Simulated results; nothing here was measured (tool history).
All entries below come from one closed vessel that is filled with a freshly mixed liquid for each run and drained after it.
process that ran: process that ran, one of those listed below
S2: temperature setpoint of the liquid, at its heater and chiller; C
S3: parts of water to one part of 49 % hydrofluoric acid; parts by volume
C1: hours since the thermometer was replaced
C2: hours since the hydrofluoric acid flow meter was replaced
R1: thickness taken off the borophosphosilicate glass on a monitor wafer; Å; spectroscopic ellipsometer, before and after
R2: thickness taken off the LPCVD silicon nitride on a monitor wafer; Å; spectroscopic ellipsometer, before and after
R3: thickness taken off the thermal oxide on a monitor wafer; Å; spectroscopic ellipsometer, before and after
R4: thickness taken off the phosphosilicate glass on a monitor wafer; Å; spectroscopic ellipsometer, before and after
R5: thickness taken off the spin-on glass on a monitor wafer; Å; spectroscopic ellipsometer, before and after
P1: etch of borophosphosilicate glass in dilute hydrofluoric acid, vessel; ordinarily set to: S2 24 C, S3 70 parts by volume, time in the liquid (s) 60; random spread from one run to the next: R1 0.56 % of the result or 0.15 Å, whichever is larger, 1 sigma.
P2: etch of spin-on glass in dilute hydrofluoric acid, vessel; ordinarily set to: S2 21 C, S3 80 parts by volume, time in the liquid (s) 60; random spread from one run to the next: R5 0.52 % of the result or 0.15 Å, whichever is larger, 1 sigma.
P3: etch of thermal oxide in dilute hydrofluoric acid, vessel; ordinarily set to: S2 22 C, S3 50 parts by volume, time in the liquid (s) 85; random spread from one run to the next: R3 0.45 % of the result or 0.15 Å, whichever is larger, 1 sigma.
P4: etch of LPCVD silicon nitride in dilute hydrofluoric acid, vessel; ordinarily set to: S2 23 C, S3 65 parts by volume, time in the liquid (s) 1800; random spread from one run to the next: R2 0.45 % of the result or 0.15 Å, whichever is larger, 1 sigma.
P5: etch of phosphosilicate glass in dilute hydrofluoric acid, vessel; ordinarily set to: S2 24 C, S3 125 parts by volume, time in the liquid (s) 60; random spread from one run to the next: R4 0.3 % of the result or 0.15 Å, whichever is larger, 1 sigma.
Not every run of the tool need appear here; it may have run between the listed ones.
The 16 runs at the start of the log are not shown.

run 17 hour=191.3 | process_that_ran=P2 S2=17 S3=80 time_in_the_liquid_(s)=60 | C1=796.7 C2=523.3 | R5=247.24
run 18 hour=201.7 | process_that_ran=P4 S2=27.5 S3=65 time_in_the_liquid_(s)=1800 | C1=807.1 C2=533.7 | R2=180.44
run 19 hour=213 | process_that_ran=P1 S2=24 S3=30 time_in_the_liquid_(s)=60 | C1=818.4 C2=545 | R1=795.7
run 20 hour=221.5 | process_that_ran=P1 S2=31 S3=70 time_in_the_liquid_(s)=60 | C1=826.9 C2=553.5 | R1=426.47
run 21 hour=232.7 | process_that_ran=P3 S2=22 S3=50 time_in_the_liquid_(s)=30 | C1=838.1 C2=564.7 | R3=28.479
run 22 hour=243.6 | process_that_ran=P1 S2=18 S3=70 time_in_the_liquid_(s)=95 | C1=849 C2=575.6 | R1=399.77
run 23 hour=257.2 | process_that_ran=P1 S2=24 S3=70 time_in_the_liquid_(s)=60 | C1=862.6 C2=589.2 | R1=325.5
run 24 hour=273.2 | process_that_ran=P3 S2=22 S3=50 time_in_the_liquid_(s)=85 | C1=878.6 C2=605.2 | R3=80.223
run 25 hour=289.8 | process_that_ran=P1 S2=24 S3=70 time_in_the_liquid_(s)=30 | C1=895.2 C2=621.8 | R1=161.04

Run 26 is up next; what results do you expect?
run 26 hour=298.8 | process_that_ran=P2 S2=21 S3=80 time_in_the_liquid_(s)=60 | C1=904.2 C2=630.8 | R5=?

Run 26 gave R5 291.79 Å.
